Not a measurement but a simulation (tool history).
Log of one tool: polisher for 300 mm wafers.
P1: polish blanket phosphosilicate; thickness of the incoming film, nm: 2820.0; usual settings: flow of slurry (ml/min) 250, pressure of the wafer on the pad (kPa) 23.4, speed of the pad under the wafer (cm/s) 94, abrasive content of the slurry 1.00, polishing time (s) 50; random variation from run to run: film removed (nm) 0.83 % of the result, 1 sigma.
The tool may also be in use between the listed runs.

run	hour	flow of slurry (ml/min)	pressure of the wafer on the pad (kPa)	speed of the pad under the wafer (cm/s)	abrasive content of the slurry	polishing time (s)	wafers polished on this pad	hours since the slurry nozzle was cleaned	hours since the head pressure was calibrated	hours since the slurry blender was calibrated	hours since the conditioning disc was replaced	film removed (nm)
1	9.2	250	23.4	94	1.00	50	464	294.5	278.7	167.4	69.9	517.08
2	21.5	250	23.4	94	0.55	70	615	306.8	291.0	179.7	82.2	531.42
3	37.5	175	23.4	94	1.00	50	813	322.8	307.0	195.7	98.2	492.74
4	49.5	250	23.4	46	1.00	50	961	334.8	319.0	207.7	110.2	293.84
5	64.9	250	23.4	94	1.00	50	1152	350.2	334.4	223.1	125.6	524.62
6	76.5	250	10.3	94	1.00	50	1295	361.8	346.0	234.7	137.2	227.47
7	88.7	250	35.9	94	1.00	50	1446	374.0	358.2	246.9	149.4	801.33
8	101.5	380	13.1	94	1.00	50	1604	386.8	371.0	259.7	162.2	304.18
9	109.4	400	23.4	94	1.00	50	1701	394.7	378.9	267.6	170.1	534.88
# hour 115.5: slurry nozzle cleaned
10	122.2	250	23.4	94	1.00	71	1859	6.8	391.7	280.4	182.9	734.38
11	134.0	370	23.4	94	1.00	74	2005	18.6	403.5	292.2	194.7	783.96
12	143.7	250	23.4	94	1.00	24	2125	28.3	413.2	301.9	204.4	252.48
13	160.3	250	23.4	94	1.00	50	2330	44.9	429.8	318.5	221.0	518.08
14	176.7	250	23.4	138	1.00	50	2533	61.3	446.2	334.9	237.4	703.92

Forecast run 15:
15	185.6	250	23.4	94	1.00	50	2643	70.2	455.1	343.8	246.3	?

{"run 15": {"film removed (nm)": 519.36}}

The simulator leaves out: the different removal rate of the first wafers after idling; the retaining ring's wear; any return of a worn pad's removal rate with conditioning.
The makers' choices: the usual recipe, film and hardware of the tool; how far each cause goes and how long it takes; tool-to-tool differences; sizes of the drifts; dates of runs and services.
